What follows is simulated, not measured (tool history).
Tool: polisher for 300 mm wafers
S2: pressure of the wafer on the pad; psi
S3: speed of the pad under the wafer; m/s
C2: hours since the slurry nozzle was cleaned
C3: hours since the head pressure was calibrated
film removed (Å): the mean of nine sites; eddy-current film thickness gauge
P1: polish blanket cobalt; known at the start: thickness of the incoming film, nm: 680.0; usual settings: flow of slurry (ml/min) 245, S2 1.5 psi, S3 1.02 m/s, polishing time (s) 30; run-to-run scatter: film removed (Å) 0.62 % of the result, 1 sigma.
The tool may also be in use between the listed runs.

{"run": 1, "hour": 5.4, "flow of slurry (ml/min)": 245, "S2": 1.5, "S3": 1.02, "polishing time (s)": 30, "wafers polished on this pad": 344, "C2": 557.6, "C3": 305.5, "film removed (Å)": 931.28}
{"run": 2, "hour": 8.7, "flow of slurry (ml/min)": 245, "S2": 1.5, "S3": 1.02, "polishing time (s)": 47, "wafers polished on this pad": 379, "C2": 560.9, "C3": 308.8, "film removed (Å)": 1460.1}
{"run": 3, "hour": 13.4, "flow of slurry (ml/min)": 245, "S2": 1.5, "S3": 0.68, "polishing time (s)": 30, "wafers polished on this pad": 430, "C2": 565.6, "C3": 313.5, "film removed (Å)": 614.41}
{"run": 4, "hour": 16.7, "flow of slurry (ml/min)": 245, "S2": 1.5, "S3": 1.02, "polishing time (s)": 30, "wafers polished on this pad": 466, "C2": 568.9, "C3": 316.8, "film removed (Å)": 926.53}
{"run": 5, "hour": 20.7, "flow of slurry (ml/min)": 245, "S2": 1.5, "S3": 1.02, "polishing time (s)": 30, "wafers polished on this pad": 509, "C2": 572.9, "C3": 320.8, "film removed (Å)": 915.34}
{"run": 6, "hour": 24.2, "flow of slurry (ml/min)": 245, "S2": 1.5, "S3": 1.02, "polishing time (s)": 19, "wafers polished on this pad": 547, "C2": 576.4, "C3": 324.3, "film removed (Å)": 582.78}
{"run": 7, "hour": 30.4, "flow of slurry (ml/min)": 245, "S2": 1.5, "S3": 1.02, "polishing time (s)": 30, "wafers polished on this pad": 614, "C2": 582.6, "C3": 330.5, "film removed (Å)": 924.46}
{"run": 8, "hour": 36.6, "flow of slurry (ml/min)": 245, "S2": 1.5, "S3": 1.42, "polishing time (s)": 30, "wafers polished on this pad": 681, "C2": 588.8, "C3": 336.7, "film removed (Å)": 1284.9}
{"run": 9, "hour": 39.6, "flow of slurry (ml/min)": 245, "S2": 1.5, "S3": 1.02, "polishing time (s)": 30, "wafers polished on this pad": 713, "C2": 591.8, "C3": 339.7, "film removed (Å)": 917.19}
{"run": 10, "hour": 42.7, "flow of slurry (ml/min)": 245, "S2": 1.9, "S3": 1.02, "polishing time (s)": 30, "wafers polished on this pad": 747, "C2": 594.9, "C3": 342.8, "film removed (Å)": 1167.1}
{"run": 11, "hour": 45.7, "flow of slurry (ml/min)": 145, "S2": 1.5, "S3": 1.02, "polishing time (s)": 30, "wafers polished on this pad": 779, "C2": 597.9, "C3": 345.8, "film removed (Å)": 868.72}

Run 12 comes next. What will it give?
{"run": 12, "hour": 52.2, "flow of slurry (ml/min)": 245, "S2": 0.9, "S3": 1.02, "polishing time (s)": 21, "wafers polished on this pad": 849, "C2": 604.4, "C3": 352.3, "film removed (Å)": "?"}

film removed (Å): 385.92
